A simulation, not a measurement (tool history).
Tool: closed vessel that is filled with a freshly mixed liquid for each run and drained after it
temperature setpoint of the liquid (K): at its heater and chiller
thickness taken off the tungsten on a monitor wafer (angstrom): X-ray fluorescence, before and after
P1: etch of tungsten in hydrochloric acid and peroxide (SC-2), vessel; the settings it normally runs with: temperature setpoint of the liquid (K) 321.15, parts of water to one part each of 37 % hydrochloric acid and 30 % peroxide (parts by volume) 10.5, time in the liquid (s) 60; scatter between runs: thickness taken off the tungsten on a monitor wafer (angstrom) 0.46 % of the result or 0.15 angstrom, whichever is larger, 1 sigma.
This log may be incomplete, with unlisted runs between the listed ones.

| run | hour | temperature setpoint of the liquid (K) | parts of water to one part each of 37 % hydrochloric acid and 30 % peroxide (parts by volume) | time in the liquid (s) | hours since the thermometer was replaced | hours since the chemicals flow meter was replaced | hours since the drum of peroxide was connected | thickness taken off the tungsten on a monitor wafer (angstrom) |
|---|---|---|---|---|---|---|---|---|
| 1 | 1.9 | 321.15 | 10.5 | 60 | 373.2 | 424.3 | 261.5 | 77.738 |
| 2 | 4 | 321.15 | 10.5 | 60 | 375.3 | 426.4 | 263.6 | 76.72 |
| 3 | 7.5 | 321.15 | 4 | 60 | 378.8 | 429.9 | 267.1 | 160.3 |
| 4 | 10.4 | 321.15 | 10.5 | 60 | 381.7 | 432.8 | 270 | 77.377 |
|  | 12.9 | new drum of peroxide connected |
| 5 | 13.6 | 331.15 | 10.5 | 60 | 384.9 | 436 | 0.8 | 149.45 |
| 6 | 17.2 | 308.15 | 10.5 | 60 | 388.5 | 439.6 | 4.4 | 31.202 |
| 7 | 20.2 | 321.15 | 18 | 60 | 391.5 | 442.6 | 7.4 | 48.744 |
| 8 | 22.7 | 321.15 | 10.5 | 60 | 394 | 445.1 | 9.9 | 77.188 |
| 9 | 26.7 | 334.65 | 15 | 60 | 398 | 449.1 | 13.9 | 137.61 |
| 10 | 28.7 | 309.65 | 10.5 | 105 | 400 | 451.1 | 15.9 | 60.318 |
| 11 | 32.7 | 321.15 | 10.5 | 115 | 404 | 455.1 | 19.9 | 148.29 |
| 12 | 35.6 | 313.65 | 14.5 | 60 | 406.9 | 458 | 22.8 | 34.718 |
| 13 | 38.1 | 321.15 | 10.5 | 60 | 409.4 | 460.5 | 25.3 | 77.243 |
| 14 | 41.6 | 321.15 | 10.5 | 60 | 412.9 | 464 | 28.8 | 77.677 |
| 15 | 44.2 | 321.15 | 10.5 | 30 | 415.5 | 466.6 | 31.4 | 39.103 |
| 16 | 48.4 | 321.15 | 10.5 | 60 | 419.7 | 470.8 | 35.6 | 77.18 |
| 17 | 52.2 | 321.15 | 10.5 | 60 | 423.5 | 474.6 | 39.4 | 79.666 |
| 18 | 55.1 | 321.15 | 10.5 | 60 | 426.4 | 477.5 | 42.3 | 81.326 |
| 19 | 57.5 | 321.15 | 10.5 | 60 | 428.8 | 479.9 | 44.7 | 81.92 |
| 20 | 59.4 | 321.15 | 10.5 | 60 | 430.7 | 481.8 | 46.6 | 82.121 |

Run 21 comes next. What will it give?
| 21 | 61.4 | 321.15 | 10.5 | 60 | 432.7 | 483.8 | 48.6 | ? |

Run 21 produced thickness taken off the tungsten on a monitor wafer (angstrom) 82.393.

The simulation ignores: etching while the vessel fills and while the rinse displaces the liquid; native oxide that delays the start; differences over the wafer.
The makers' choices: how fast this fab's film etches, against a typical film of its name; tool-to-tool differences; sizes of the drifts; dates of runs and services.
